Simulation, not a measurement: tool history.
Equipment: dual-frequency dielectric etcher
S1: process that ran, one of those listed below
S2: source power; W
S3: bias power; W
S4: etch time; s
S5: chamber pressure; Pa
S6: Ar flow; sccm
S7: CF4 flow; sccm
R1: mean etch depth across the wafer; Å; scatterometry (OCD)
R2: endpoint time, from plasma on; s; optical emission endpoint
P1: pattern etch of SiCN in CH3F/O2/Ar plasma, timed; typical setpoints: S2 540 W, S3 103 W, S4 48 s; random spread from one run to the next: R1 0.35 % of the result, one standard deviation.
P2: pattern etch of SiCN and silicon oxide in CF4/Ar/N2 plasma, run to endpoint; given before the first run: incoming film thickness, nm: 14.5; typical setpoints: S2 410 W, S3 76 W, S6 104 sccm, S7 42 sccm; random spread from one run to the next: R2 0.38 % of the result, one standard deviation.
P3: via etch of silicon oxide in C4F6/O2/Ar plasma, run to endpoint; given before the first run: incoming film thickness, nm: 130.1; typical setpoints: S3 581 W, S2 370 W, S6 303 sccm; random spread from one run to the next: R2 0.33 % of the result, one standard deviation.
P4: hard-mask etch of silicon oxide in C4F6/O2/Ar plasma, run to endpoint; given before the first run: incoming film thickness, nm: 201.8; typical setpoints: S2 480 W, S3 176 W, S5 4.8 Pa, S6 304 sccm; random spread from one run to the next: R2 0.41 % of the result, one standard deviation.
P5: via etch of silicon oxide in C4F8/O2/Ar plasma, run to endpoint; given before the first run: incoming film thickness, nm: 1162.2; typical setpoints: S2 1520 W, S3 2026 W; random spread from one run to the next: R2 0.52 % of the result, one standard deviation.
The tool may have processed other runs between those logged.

run 1 hour=6.2 | S1=P1 S2=540 S3=103 S4=48 | R1=230.64
run 2 hour=15.7 | S1=P5 S2=1520 S3=2841 | R2=227.47
run 3 hour=25 | S1=P1 S2=540 S3=103 S4=48 | R1=230.48
run 4 hour=35.8 | S1=P1 S2=410 S3=103 S4=48 | R1=209.19
run 5 hour=40.8 | S1=P1 S2=540 S3=103 S4=26.5 | R1=126.58
run 6 hour=51 | S1=P4 S2=600 S3=176 S5=4.8 S6=304 | R2=56.246
run 7 hour=59.7 | S1=P1 S2=640 S3=103 S4=48 | R1=244.6
run 8 hour=66 | S1=P5 S2=1090 S3=2026 | R2=288.56
-- hour=66.6 bias power generator calibrated
run 9 hour=71.7 | S1=P1 S2=540 S3=135 S4=48 | R1=254.93
run 10 hour=80.9 | S1=P2 S2=410 S3=56 S6=104 S7=42 | R2=21.822
run 11 hour=87.2 | S1=P3 S2=370 S3=581 S6=428 | R2=29.814
run 12 hour=96.2 | S1=P1 S2=540 S3=103 S4=48 | R1=230.94
run 13 hour=105.8 | S1=P5 S2=1520 S3=2026 | R2=251.58
run 14 hour=116.5 | S1=P3 S2=230 S3=581 S6=303 | R2=34.08
run 15 hour=124.8 | S1=P1 S2=540 S3=74 S4=48 | R1=204.99
run 16 hour=130.1 | S1=P1 S2=540 S3=103 S4=59.5 | R1=287.23
run 17 hour=138.3 | S1=P4 S2=480 S3=176 S5=4.8 S6=198 | R2=58.494
run 18 hour=147.5 | S1=P3 S2=370 S3=581 S6=303 | R2=28.686
run 19 hour=155.9 | S1=P4 S2=480 S3=176 S5=3.7 S6=304 | R2=59.609
run 20 hour=160.9 | S1=P4 S2=480 S3=117 S5=4.8 S6=304 | R2=69.174
run 21 hour=166.6 | S1=P3 S2=370 S3=581 S6=303 | R2=28.61
run 22 hour=177.4 | S1=P4 S2=480 S3=176 S5=4.8 S6=304 | R2=60.91
run 23 hour=183.7 | S1=P1 S2=330 S3=143 S4=48 | R1=217.63
run 24 hour=189.4 | S1=P1 S2=540 S3=103 S4=48 | R1=229.8
run 25 hour=198.1 | S1=P2 S2=410 S3=76 S6=104 S7=42 | R2=19.441
run 26 hour=207.2 | S1=P1 S2=760 S3=72 S4=48 | R1=229.75
run 27 hour=212.6 | S1=P2 S2=410 S3=76 S6=143 S7=42 | R2=20.442
run 28 hour=217.3 | S1=P2 S2=410 S3=76 S6=104 S7=42 | R2=19.306
run 29 hour=226.6 | S1=P2 S2=520 S3=76 S6=104 S7=42 | R2=15.808
run 30 hour=236.8 | S1=P2 S2=410 S3=76 S6=104 S7=53 | R2=18.717
run 31 hour=243 | S1=P3 S2=370 S3=368 S6=303 | R2=33.94
run 32 hour=248 | S1=P1 S2=640 S3=103 S4=28.5 | R1=145.65
run 33 hour=253.1 | S1=P1 S2=540 S3=103 S4=48 | R1=231.61
run 34 hour=258.4 | S1=P1 S2=540 S3=103 S4=48 | R1=229.07

Forecast run 35:
run 35 hour=268.4 | S1=P1 S2=540 S3=103 S4=48 | R1=?

{"run 35": {"R1": 233.01}}
